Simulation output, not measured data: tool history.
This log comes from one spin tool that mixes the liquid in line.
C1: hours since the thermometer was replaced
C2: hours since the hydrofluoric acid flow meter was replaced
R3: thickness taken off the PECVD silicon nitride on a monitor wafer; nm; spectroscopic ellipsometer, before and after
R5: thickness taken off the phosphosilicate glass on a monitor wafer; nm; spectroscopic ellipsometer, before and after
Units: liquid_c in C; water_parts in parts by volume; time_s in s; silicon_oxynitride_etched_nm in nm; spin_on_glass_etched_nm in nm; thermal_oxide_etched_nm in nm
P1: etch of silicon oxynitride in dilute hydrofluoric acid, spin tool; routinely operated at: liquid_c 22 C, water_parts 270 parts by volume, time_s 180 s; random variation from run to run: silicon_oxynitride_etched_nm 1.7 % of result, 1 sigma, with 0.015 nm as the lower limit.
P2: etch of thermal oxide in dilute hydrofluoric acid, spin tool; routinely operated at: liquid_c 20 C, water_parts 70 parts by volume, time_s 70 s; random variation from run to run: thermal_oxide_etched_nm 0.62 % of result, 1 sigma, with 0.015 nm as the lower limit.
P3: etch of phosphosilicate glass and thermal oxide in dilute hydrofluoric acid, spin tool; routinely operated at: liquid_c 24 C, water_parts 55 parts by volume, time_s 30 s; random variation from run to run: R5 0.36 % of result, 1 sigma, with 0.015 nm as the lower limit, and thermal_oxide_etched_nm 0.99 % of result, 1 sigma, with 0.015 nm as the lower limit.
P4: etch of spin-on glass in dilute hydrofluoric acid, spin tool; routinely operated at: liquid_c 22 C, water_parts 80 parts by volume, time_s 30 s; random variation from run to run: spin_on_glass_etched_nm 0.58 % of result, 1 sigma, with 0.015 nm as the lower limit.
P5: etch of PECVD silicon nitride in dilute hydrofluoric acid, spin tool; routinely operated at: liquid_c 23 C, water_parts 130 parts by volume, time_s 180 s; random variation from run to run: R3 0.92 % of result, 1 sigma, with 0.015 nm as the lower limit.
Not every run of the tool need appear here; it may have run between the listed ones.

run 1 hour=9.4 | process=P1 liquid_c=22 water_parts=270 time_s=180 | C1=858.9 C2=586.1 | silicon_oxynitride_etched_nm=1.5799
run 2 hour=19.7 | process=P4 liquid_c=22 water_parts=80 time_s=30 | C1=869.2 C2=596.4 | spin_on_glass_etched_nm=12.147
run 3 hour=31.3 | process=P1 liquid_c=22 water_parts=270 time_s=180 | C1=880.8 C2=608 | silicon_oxynitride_etched_nm=1.5594
run 4 hour=41.9 | process=P1 liquid_c=18.5 water_parts=270 time_s=180 | C1=891.4 C2=618.6 | silicon_oxynitride_etched_nm=1.2971
run 5 hour=53.1 | process=P5 liquid_c=23 water_parts=130 time_s=180 | C1=902.6 C2=629.8 | R3=2.2626
run 6 hour=58.3 | process=P2 liquid_c=20 water_parts=70 time_s=70 | C1=907.8 C2=635 | thermal_oxide_etched_nm=4.2661
-- hour=69.7 hydrofluoric acid flow meter replaced
run 7 hour=69.9 | process=P1 liquid_c=22 water_parts=270 time_s=180 | C1=919.4 C2=0.3 | silicon_oxynitride_etched_nm=1.6008
run 8 hour=80.9 | process=P1 liquid_c=22 water_parts=270 time_s=65 | C1=930.4 C2=11.3 | silicon_oxynitride_etched_nm=0.58751
run 9 hour=89.9 | process=P1 liquid_c=22 water_parts=480 time_s=180 | C1=939.4 C2=20.3 | silicon_oxynitride_etched_nm=0.75878
run 10 hour=99 | process=P1 liquid_c=22 water_parts=90 time_s=180 | C1=948.5 C2=29.4 | silicon_oxynitride_etched_nm=5.3042
run 11 hour=107.8 | process=P1 liquid_c=22 water_parts=95 time_s=280 | C1=957.3 C2=38.2 | silicon_oxynitride_etched_nm=7.9766
run 12 hour=115.7 | process=P1 liquid_c=22 water_parts=270 time_s=300 | C1=965.2 C2=46.1 | silicon_oxynitride_etched_nm=2.5526
run 13 hour=123.6 | process=P1 liquid_c=29.5 water_parts=270 time_s=180 | C1=973.1 C2=54 | silicon_oxynitride_etched_nm=2.1783
run 14 hour=131 | process=P4 liquid_c=22 water_parts=130 time_s=30 | C1=980.5 C2=61.4 | spin_on_glass_etched_nm=7.106
run 15 hour=140.4 | process=P3 liquid_c=28 water_parts=55 time_s=30 | C1=989.9 C2=70.8 | thermal_oxide_etched_nm=3.1071 R5=40.882
run 16 hour=146.8 | process=P5 liquid_c=23 water_parts=130 time_s=15 | C1=996.3 C2=77.2 | R3=0.18518
run 17 hour=154.1 | process=P4 liquid_c=22 water_parts=80 time_s=30 | C1=1003.6 C2=84.5 | spin_on_glass_etched_nm=12.171
run 18 hour=162.5 | process=P3 liquid_c=24 water_parts=55 time_s=30 | C1=1012 C2=92.9 | thermal_oxide_etched_nm=2.6097 R5=34.818
run 19 hour=174.5 | process=P1 liquid_c=22 water_parts=270 time_s=180 | C1=1024 C2=104.9 | silicon_oxynitride_etched_nm=1.5658
run 20 hour=184.7 | process=P1 liquid_c=22 water_parts=270 time_s=180 | C1=1034.2 C2=115.1 | silicon_oxynitride_etched_nm=1.5963
run 21 hour=192.8 | process=P3 liquid_c=24 water_parts=90 time_s=30 | C1=1042.3 C2=123.2 | thermal_oxide_etched_nm=1.5532 R5=20.346
run 22 hour=198.4 | process=P3 liquid_c=24 water_parts=55 time_s=55 | C1=1047.9 C2=128.8 | thermal_oxide_etched_nm=4.7533 R5=63.998
run 23 hour=204.5 | process=P2 liquid_c=20 water_parts=30 time_s=70 | C1=1054 C2=134.9 | thermal_oxide_etched_nm=10.447

Run 24 comes next. What will it give?
run 24 hour=212.6 | process=P4 liquid_c=17 water_parts=80 time_s=30 | C1=1062.1 C2=143 | spin_on_glass_etched_nm=?

spin_on_glass_etched_nm: 9.9806 nm
